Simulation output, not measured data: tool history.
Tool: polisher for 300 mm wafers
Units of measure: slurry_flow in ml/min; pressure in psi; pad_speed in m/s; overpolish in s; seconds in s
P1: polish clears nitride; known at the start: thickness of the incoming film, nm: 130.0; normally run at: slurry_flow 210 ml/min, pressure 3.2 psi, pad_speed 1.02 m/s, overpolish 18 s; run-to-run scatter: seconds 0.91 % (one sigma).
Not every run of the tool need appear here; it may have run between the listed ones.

| run | hour | slurry_flow | pressure | pad_speed | overpolish | seconds |
|---|---|---|---|---|---|---|
| 1 | 3.6 | 210 | 3.2 | 1.02 | 18 | 133.320 |
| 2 | 7.0 | 125 | 3.2 | 1.02 | 18 | 141.580 |
| 3 | 10.0 | 315 | 3.2 | 1.02 | 31 | 126.040 |
| 4 | 13.9 | 210 | 1.8 | 1.02 | 18 | 229.740 |
| 5 | 17.8 | 210 | 3.2 | 0.64 | 18 | 208.980 |
| 6 | 22.0 | 210 | 3.2 | 1.02 | 18 | 130.830 |
| 7 | 24.0 | 210 | 3.2 | 1.02 | 18 | 131.290 |
| 8 | 26.4 | 210 | 3.2 | 1.50 | 18 | 88.570 |
| 9 | 29.4 | 320 | 3.2 | 1.02 | 18 | 124.680 |
| 10 | 33.2 | 210 | 3.2 | 1.02 | 9 | 130.540 |
| 11 | 35.3 | 210 | 3.2 | 1.02 | 18 | 130.090 |
| 12 | 37.4 | 210 | 3.2 | 1.02 | 35 | 130.500 |
| 13 | 41.6 | 210 | 2.0 | 1.02 | 30 | 206.770 |
| 14 | 44.8 | 210 | 3.2 | 1.02 | 18 | 131.650 |
| 15 | 47.0 | 210 | 4.9 | 1.02 | 18 | 85.093 |
| 16 | 51.0 | 210 | 3.2 | 1.02 | 18 | 130.110 |
| 17 | 54.4 | 210 | 3.2 | 1.02 | 18 | 133.700 |
| 18 | 57.1 | 210 | 3.2 | 1.02 | 18 | 136.100 |
| 19 | 60.4 | 210 | 3.2 | 1.02 | 18 | 136.070 |
| 20 | 64.2 | 210 | 3.2 | 1.02 | 18 | 136.360 |
| 21 | 68.5 | 210 | 3.2 | 1.02 | 18 | 136.130 |
|  | 68.9 | head pressure recalibrated |
| 22 | 72.7 | 210 | 3.2 | 1.02 | 18 | 139.410 |
| 23 | 75.2 | 210 | 3.2 | 1.02 | 18 | 136.980 |
| 24 | 77.1 | 210 | 3.2 | 1.02 | 18 | 138.590 |
| 25 | 80.6 | 210 | 3.2 | 1.02 | 18 | 138.500 |
| 26 | 83.3 | 210 | 3.2 | 1.02 | 18 | 137.910 |
| 27 | 86.0 | 210 | 3.2 | 1.02 | 18 | 139.340 |

Compared with where it was, what P1 gives has crept away. Each cause listed below fits the log as well as the rest, at the size given for it:
A: removal rate lost through wear of the pad, % = 5.6
B: slurry flow missing at the pad, % = 31.6
The drift started at roughly hour 51.0.
The rest of the possible causes, and what rules out each one:
head's pressure below its setpoint, %: serviced after onset, at hour 68.9, with no recovery of the prior output

4 check runs are offered, each on 5 wafers whose results are averaged, their results left as question marks. Which one tells the causes apart?
| check 1 | 88.7 | 210 | 3.2 | 1.44 | 18 | ? |
| check 2 | 88.7 | 210 | 2.3 | 1.02 | 18 | ? |
| check 3 | 88.7 | 255 | 3.2 | 1.38 | 18 | ? |
| check 4 | 88.7 | 125 | 3.2 | 1.42 | 18 | ? |

How each check would come out, cause by cause:
| check | result | if A | if B |
|---|---|---|---|
| check 1 | seconds | 97.818 | 97.811 |
| check 2 | seconds | 192.130 | 192.120 |
| check 3 | seconds | 99.813 | 98.853 |
| check 4 | seconds | 107.910 | 111.720 |
Per check, the gap between the least separated pair of causes, taken in the result that splits them most: check 1 0.01 %; check 2 0.01 %; check 3 0.97 %; check 4 3.47 %
The other checks would show nearly matching results whichever cause is true, so check 4 is the only one that separates the causes.

Check 4 was then run and gave: seconds 108.530 s. Which cause is it?

A is the cause: removal rate lost through wear of the pad, %.

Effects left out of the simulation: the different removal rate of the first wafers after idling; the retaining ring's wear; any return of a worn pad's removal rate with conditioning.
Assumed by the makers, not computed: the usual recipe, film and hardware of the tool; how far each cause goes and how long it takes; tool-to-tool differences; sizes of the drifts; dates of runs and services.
